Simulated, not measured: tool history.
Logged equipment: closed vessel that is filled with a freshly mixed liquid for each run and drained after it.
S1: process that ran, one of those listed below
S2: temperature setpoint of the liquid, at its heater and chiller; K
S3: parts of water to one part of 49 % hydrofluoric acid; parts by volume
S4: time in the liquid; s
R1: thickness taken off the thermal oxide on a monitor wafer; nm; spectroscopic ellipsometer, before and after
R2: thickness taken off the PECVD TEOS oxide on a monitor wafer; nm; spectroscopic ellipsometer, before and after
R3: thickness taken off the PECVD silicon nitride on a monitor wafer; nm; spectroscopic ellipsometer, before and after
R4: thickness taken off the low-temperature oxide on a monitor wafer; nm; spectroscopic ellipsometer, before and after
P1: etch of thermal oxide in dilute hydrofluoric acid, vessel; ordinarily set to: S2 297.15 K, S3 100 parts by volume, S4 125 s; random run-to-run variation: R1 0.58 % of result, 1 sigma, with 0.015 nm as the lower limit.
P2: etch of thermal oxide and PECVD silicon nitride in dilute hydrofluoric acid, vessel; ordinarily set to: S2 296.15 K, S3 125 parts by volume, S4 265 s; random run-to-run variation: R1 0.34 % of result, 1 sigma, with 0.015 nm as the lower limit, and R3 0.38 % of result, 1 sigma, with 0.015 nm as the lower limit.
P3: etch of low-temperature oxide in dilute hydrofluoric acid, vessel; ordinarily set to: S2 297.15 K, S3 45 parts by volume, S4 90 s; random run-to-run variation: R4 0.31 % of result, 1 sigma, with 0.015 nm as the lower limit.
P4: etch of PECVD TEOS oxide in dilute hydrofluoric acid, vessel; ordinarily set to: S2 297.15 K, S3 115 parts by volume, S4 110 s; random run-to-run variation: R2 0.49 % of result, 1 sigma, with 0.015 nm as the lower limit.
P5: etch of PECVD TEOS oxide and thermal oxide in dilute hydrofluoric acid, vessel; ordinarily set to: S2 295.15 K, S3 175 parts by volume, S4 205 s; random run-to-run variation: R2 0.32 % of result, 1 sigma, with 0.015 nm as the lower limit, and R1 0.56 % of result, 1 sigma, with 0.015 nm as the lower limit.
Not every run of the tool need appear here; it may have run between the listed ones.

run,hour,S1,S2,S3,S4,R1,R2,R3,R4
1,13.0,P1,297.15,100,125,5.6321,,,
2,26.2,P5,295.15,175,65,1.4402,2.5650,,
3,40.8,P2,290.15,125,265,7.0181,,5.9792,
4,51.3,P1,290.15,100,125,4.1962,,,
5,65.8,P2,296.15,125,265,8.8416,,8.9408,
6,81.3,P4,297.15,165,110,,11.5650,,
7,92.3,P4,293.15,115,110,,15.0350,,
8,104.4,P1,297.15,145,220,6.4399,,,
9,114.2,P1,297.15,100,125,5.6058,,,
10,129.6,P3,297.15,45,90,,,,22.9750
11,142.1,P3,291.15,45,90,,,,17.9580
12,158.2,P5,290.15,175,205,3.7496,6.7787,,
13,168.0,P3,297.15,45,90,,,,23.0910
14,183.0,P1,297.15,100,210,9.3941,,,
15,199.4,P1,305.15,100,125,7.5615,,,
16,206.7,P1,297.15,100,50,2.2622,,,
17,223.0,P1,297.15,100,125,5.6209,,,
18,238.9,P1,297.15,65,125,9.0822,,,
19,250.5,P2,296.15,125,265,8.8627,,8.9436,
20,258.6,P3,297.15,70,90,,,,14.2910
21,266.9,P1,297.15,100,125,5.6241,,,
22,281.0,P2,296.15,125,420,14.0420,,14.1630,
23,297.3,P1,297.15,100,125,5.6333,,,
24,311.0,P5,295.15,325,205,2.1353,3.7711,,
25,325.0,P1,297.15,170,125,3.0259,,,
26,334.1,P5,295.15,175,205,4.5798,8.1641,,
27,345.3,P4,297.15,115,30,,4.7716,,
28,359.3,P2,296.15,210,265,4.8259,,5.3679,
29,376.0,P4,297.15,115,110,,17.5040,,
30,390.3,P5,295.15,175,205,4.5368,8.2118,,
31,406.9,P3,297.15,45,30,,,,7.6853
32,416.5,P1,297.15,100,125,5.6475,,,
33,426.1,P1,297.15,100,125,5.7304,,,
34,440.3,P1,297.15,100,125,5.8063,,,
35,451.5,P1,297.15,100,125,5.8321,,,
36,461.4,P1,297.15,100,125,5.8300,,,
37,473.9,P1,297.15,100,125,5.9526,,,
38,488.1,P1,297.15,100,125,5.9603,,,
39,500.7,P1,297.15,100,125,5.9353,,,
40,510.3,P1,297.15,100,125,5.9005,,,
41,520.3,P1,297.15,100,125,5.8898,,,
42,527.9,P1,297.15,100,125,5.9423,,,
43,538.5,P1,297.15,100,125,5.9675,,,

P1 has crept away from where it was. The log is fitted equally well by each of these 2 causes, at the sizes shown:
A: liquid hotter than its thermometer reads (K) = 1.48
B: hydrofluoric acid flow above the setpoint (%) = 5.32
The drift started at roughly hour 416.5.

Which of the 4 check runs listed below separates the causes, so that each cause would produce a clearly different result? Each run uses one wafer, and its results are marked with question marks.
check 1,549.1,P2,290.65,125,265,?,,?,
check 2,549.1,P3,297.15,55,30,,,,?
check 3,549.1,P5,295.15,290,70,?,?,,
check 4,549.1,P4,297.15,160,30,,?,,

What every check run would give for each of its results, assuming each possible cause in turn:
check,result,if A,if B
check 1,R1,7.55800,7.53840
check 1,R3,6.8392,6.4982
check 2,R4,6.5678,6.5365
check 3,R1,0.88238,0.89409
check 3,R2,1.5820,1.6030
check 4,R2,3.4565,3.4746
How far apart the two closest causes lie, in the result that separates them most: check 1 5.12 %; check 2 0.48 %; check 3 1.32 %; check 4 0.52 %
Only in check 1 would the causes give clearly different results; in the remaining checks their results would be nearly the same.

Check 1 was carried out, with these results: R1 7.56340 nm; R3 6.8442 nm. Which of the listed causes is responsible?

It was cause A: liquid hotter than its thermometer reads (K).
